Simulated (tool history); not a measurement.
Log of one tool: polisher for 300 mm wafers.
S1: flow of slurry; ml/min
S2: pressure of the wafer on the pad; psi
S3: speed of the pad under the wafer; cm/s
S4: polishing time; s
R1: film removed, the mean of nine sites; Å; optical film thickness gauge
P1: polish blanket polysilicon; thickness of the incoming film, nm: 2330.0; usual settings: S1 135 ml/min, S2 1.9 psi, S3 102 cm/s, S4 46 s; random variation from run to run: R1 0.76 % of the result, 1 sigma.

| run | hour | S1 | S2 | S3 | S4 | R1 |
|---|---|---|---|---|---|---|
| 1 | 7.6 | 135 | 1.9 | 102 | 46 | 2757.1 |
| 2 | 20.1 | 135 | 1.9 | 102 | 46 | 2735.7 |
| 3 | 31.3 | 135 | 1.9 | 74 | 70 | 3078.7 |
| 4 | 43.5 | 135 | 1.9 | 102 | 28 | 1669.9 |
| 5 | 52.0 | 135 | 1.0 | 102 | 46 | 1446.3 |
| 6 | 63.5 | 135 | 1.9 | 102 | 46 | 2734.9 |
| 7 | 72.1 | 135 | 1.9 | 102 | 46 | 2752.0 |
| 8 | 84.9 | 80 | 1.9 | 102 | 46 | 2383.1 |
| 9 | 93.0 | 135 | 1.9 | 58 | 46 | 1559.4 |
| 10 | 104.1 | 135 | 1.9 | 102 | 69 | 4114.7 |
| 11 | 118.1 | 135 | 1.9 | 102 | 46 | 2780.4 |
| 12 | 127.6 | 180 | 1.9 | 102 | 46 | 2850.9 |
| 13 | 136.1 | 135 | 1.9 | 156 | 46 | 4205.4 |
| 14 | 148.8 | 135 | 2.6 | 102 | 46 | 3735.4 |
| 15 | 158.9 | 135 | 1.9 | 102 | 46 | 2743.1 |
| 16 | 170.6 | 135 | 1.9 | 102 | 46 | 2726.8 |

Run 17 comes next. What will it give?
| 17 | 177.9 | 135 | 1.9 | 102 | 46 | ? |

{"run 17": {"R1": 2675.3}}
